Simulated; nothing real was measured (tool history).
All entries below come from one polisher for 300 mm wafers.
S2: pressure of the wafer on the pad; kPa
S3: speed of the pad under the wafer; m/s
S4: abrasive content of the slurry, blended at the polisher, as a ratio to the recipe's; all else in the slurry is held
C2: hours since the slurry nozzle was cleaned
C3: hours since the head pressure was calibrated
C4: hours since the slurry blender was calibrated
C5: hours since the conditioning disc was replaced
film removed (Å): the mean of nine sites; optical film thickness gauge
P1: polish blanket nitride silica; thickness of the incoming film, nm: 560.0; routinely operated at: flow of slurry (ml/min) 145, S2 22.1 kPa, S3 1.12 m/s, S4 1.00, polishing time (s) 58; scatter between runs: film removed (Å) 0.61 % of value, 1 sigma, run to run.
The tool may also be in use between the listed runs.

run 1 hour=6.3 | flow_of_slurry_(ml/min)=145 S2=22.1 S3=1.12 S4=1.00 polishing_time_(s)=58 | wafers_polished_on_this_pad=452 C2=348.4 C3=190.6 C4=165.4 C5=148.4 | film_removed_(Å)=377.80
run 2 hour=9.3 | flow_of_slurry_(ml/min)=185 S2=22.1 S3=1.12 S4=1.00 polishing_time_(s)=58 | wafers_polished_on_this_pad=483 C2=351.4 C3=193.6 C4=168.4 C5=151.4 | film_removed_(Å)=392.16
run 3 hour=14.2 | flow_of_slurry_(ml/min)=145 S2=22.1 S3=1.12 S4=0.50 polishing_time_(s)=58 | wafers_polished_on_this_pad=534 C2=356.3 C3=198.5 C4=173.3 C5=156.3 | film_removed_(Å)=259.02
-- hour=15.6 slurry blender recalibrated
run 4 hour=19.4 | flow_of_slurry_(ml/min)=145 S2=22.1 S3=0.50 S4=1.00 polishing_time_(s)=58 | wafers_polished_on_this_pad=588 C2=361.5 C3=203.7 C4=3.9 C5=161.5 | film_removed_(Å)=196.08
run 5 hour=26.2 | flow_of_slurry_(ml/min)=145 S2=22.1 S3=1.12 S4=1.00 polishing_time_(s)=29 | wafers_polished_on_this_pad=658 C2=368.3 C3=210.5 C4=10.7 C5=168.3 | film_removed_(Å)=185.84
run 6 hour=31.2 | flow_of_slurry_(ml/min)=145 S2=22.1 S3=1.12 S4=1.00 polishing_time_(s)=58 | wafers_polished_on_this_pad=710 C2=373.3 C3=215.5 C4=15.7 C5=173.3 | film_removed_(Å)=372.30
run 7 hour=37.9 | flow_of_slurry_(ml/min)=145 S2=22.1 S3=1.12 S4=1.50 polishing_time_(s)=58 | wafers_polished_on_this_pad=779 C2=380.0 C3=222.2 C4=22.4 C5=180.0 | film_removed_(Å)=445.38
run 8 hour=41.5 | flow_of_slurry_(ml/min)=145 S2=34.5 S3=1.12 S4=1.00 polishing_time_(s)=58 | wafers_polished_on_this_pad=817 C2=383.6 C3=225.8 C4=26.0 C5=183.6 | film_removed_(Å)=587.91
run 9 hour=46.5 | flow_of_slurry_(ml/min)=145 S2=22.1 S3=1.12 S4=1.00 polishing_time_(s)=58 | wafers_polished_on_this_pad=868 C2=388.6 C3=230.8 C4=31.0 C5=188.6 | film_removed_(Å)=371.76
run 10 hour=50.2 | flow_of_slurry_(ml/min)=145 S2=30.3 S3=1.12 S4=1.00 polishing_time_(s)=33 | wafers_polished_on_this_pad=907 C2=392.3 C3=234.5 C4=34.7 C5=192.3 | film_removed_(Å)=295.13
run 11 hour=57.0 | flow_of_slurry_(ml/min)=145 S2=22.1 S3=1.12 S4=1.00 polishing_time_(s)=90 | wafers_polished_on_this_pad=977 C2=399.1 C3=241.3 C4=41.5 C5=199.1 | film_removed_(Å)=575.65
run 12 hour=63.8 | flow_of_slurry_(ml/min)=145 S2=15.9 S3=1.12 S4=1.00 polishing_time_(s)=58 | wafers_polished_on_this_pad=1048 C2=405.9 C3=248.1 C4=48.3 C5=205.9 | film_removed_(Å)=270.16
run 13 hour=67.9 | flow_of_slurry_(ml/min)=145 S2=11.0 S3=1.12 S4=1.45 polishing_time_(s)=58 | wafers_polished_on_this_pad=1090 C2=410.0 C3=252.2 C4=52.4 C5=210.0 | film_removed_(Å)=218.80
run 14 hour=71.5 | flow_of_slurry_(ml/min)=145 S2=22.1 S3=1.74 S4=1.00 polishing_time_(s)=58 | wafers_polished_on_this_pad=1127 C2=413.6 C3=255.8 C4=56.0 C5=213.6 | film_removed_(Å)=533.87
-- hour=72.8 conditioning disc replaced and pad reconditioned
run 15 hour=76.5 | flow_of_slurry_(ml/min)=85 S2=22.1 S3=1.12 S4=1.00 polishing_time_(s)=58 | wafers_polished_on_this_pad=1179 C2=418.6 C3=260.8 C4=61.0 C5=3.7 | film_removed_(Å)=334.77
run 16 hour=81.7 | flow_of_slurry_(ml/min)=145 S2=22.1 S3=1.12 S4=1.00 polishing_time_(s)=58 | wafers_polished_on_this_pad=1233 C2=423.8 C3=266.0 C4=66.2 C5=8.9 | film_removed_(Å)=375.35
run 17 hour=87.8 | flow_of_slurry_(ml/min)=145 S2=22.1 S3=1.12 S4=1.00 polishing_time_(s)=58 | wafers_polished_on_this_pad=1296 C2=429.9 C3=272.1 C4=72.3 C5=15.0 | film_removed_(Å)=376.76
run 18 hour=93.0 | flow_of_slurry_(ml/min)=145 S2=22.1 S3=1.12 S4=1.00 polishing_time_(s)=58 | wafers_polished_on_this_pad=1350 C2=435.1 C3=277.3 C4=77.5 C5=20.2 | film_removed_(Å)=364.10
run 19 hour=99.4 | flow_of_slurry_(ml/min)=145 S2=22.1 S3=1.12 S4=1.00 polishing_time_(s)=58 | wafers_polished_on_this_pad=1416 C2=441.5 C3=283.7 C4=83.9 C5=26.6 | film_removed_(Å)=358.11
-- hour=105.2 head pressure recalibrated
run 20 hour=105.8 | flow_of_slurry_(ml/min)=145 S2=22.1 S3=1.12 S4=1.00 polishing_time_(s)=58 | wafers_polished_on_this_pad=1483 C2=447.9 C3=0.7 C4=90.3 C5=33.0 | film_removed_(Å)=356.70
run 21 hour=109.3 | flow_of_slurry_(ml/min)=145 S2=22.1 S3=1.12 S4=1.00 polishing_time_(s)=58 | wafers_polished_on_this_pad=1519 C2=451.4 C3=4.2 C4=93.8 C5=36.5 | film_removed_(Å)=351.84
-- hour=111.2 slurry nozzle cleaned
run 22 hour=116.1 | flow_of_slurry_(ml/min)=145 S2=22.1 S3=1.12 S4=1.00 polishing_time_(s)=58 | wafers_polished_on_this_pad=1589 C2=4.9 C3=11.0 C4=100.6 C5=43.3 | film_removed_(Å)=351.72
-- hour=117.1 conditioning disc replaced and pad reconditioned
run 23 hour=122.1 | flow_of_slurry_(ml/min)=145 S2=22.1 S3=1.12 S4=1.00 polishing_time_(s)=58 | wafers_polished_on_this_pad=1651 C2=10.9 C3=17.0 C4=106.6 C5=5.1 | film_removed_(Å)=349.05
run 24 hour=128.4 | flow_of_slurry_(ml/min)=145 S2=22.1 S3=1.12 S4=1.00 polishing_time_(s)=58 | wafers_polished_on_this_pad=1717 C2=17.2 C3=23.3 C4=112.9 C5=11.4 | film_removed_(Å)=351.77
run 25 hour=132.8 | flow_of_slurry_(ml/min)=145 S2=22.1 S3=1.12 S4=1.00 polishing_time_(s)=58 | wafers_polished_on_this_pad=1762 C2=21.6 C3=27.7 C4=117.3 C5=15.8 | film_removed_(Å)=352.02

Compared with where it was, what P1 gives has crept away. Each cause listed below fits the log as well as the rest, at the size given for it:
A: removal rate lost through wear of the pad, % = 7.1
B: abrasive missing from the slurry, % = 14.4
Onset of the creep was near hour 87.8.
Other possible causes, and why each is ruled out:
slurry flow missing at the pad, %: serviced after onset, at hour 111.2, with no recovery of the prior output
head's pressure below its setpoint, %: serviced after onset, at hour 105.2, with no recovery of the prior output
time polished since the conditioner stopped cutting, s: serviced after onset, at hour 117.1, with no recovery of the prior output

Of the 4 check runs below, each run on 3 wafers with the results averaged and each result still a question mark, which one would tell the listed causes apart?
run check 1 hour=137.2 | flow_of_slurry_(ml/min)=145 S2=33.1 S3=1.12 S4=1.00 polishing_time_(s)=32 | film_removed_(Å)=?
run check 2 hour=137.2 | flow_of_slurry_(ml/min)=145 S2=22.1 S3=1.12 S4=0.50 polishing_time_(s)=58 | film_removed_(Å)=?
run check 3 hour=137.2 | flow_of_slurry_(ml/min)=145 S2=28.3 S3=1.12 S4=1.00 polishing_time_(s)=89 | film_removed_(Å)=?
run check 4 hour=137.2 | flow_of_slurry_(ml/min)=145 S2=22.1 S3=0.58 S4=1.00 polishing_time_(s)=83 | film_removed_(Å)=?

What every check run would give for each of its results, assuming each possible cause in turn:
check=check_1 result=film_removed_(Å) if_A=288.26 if_B=288.24
check=check_2 result=film_removed_(Å) if_A=239.46 if_B=233.24
check=check_3 result=film_removed_(Å) if_A=684.79 if_B=684.77
check=check_4 result=film_removed_(Å) if_A=294.43 if_B=294.42
Smallest distance between any two causes, each pair judged by its most separating result, in per cent: check 1 0 %; check 2 2.63 %; check 3 0 %; check 4 0 %
Only check 2 tells the causes apart: in the others they would give nearly the same result.

With check 2 done, the readings were: film removed (Å) 233.42. Identify which of the listed causes applies.

Of the candidate causes, it is B: abrasive missing from the slurry, %.

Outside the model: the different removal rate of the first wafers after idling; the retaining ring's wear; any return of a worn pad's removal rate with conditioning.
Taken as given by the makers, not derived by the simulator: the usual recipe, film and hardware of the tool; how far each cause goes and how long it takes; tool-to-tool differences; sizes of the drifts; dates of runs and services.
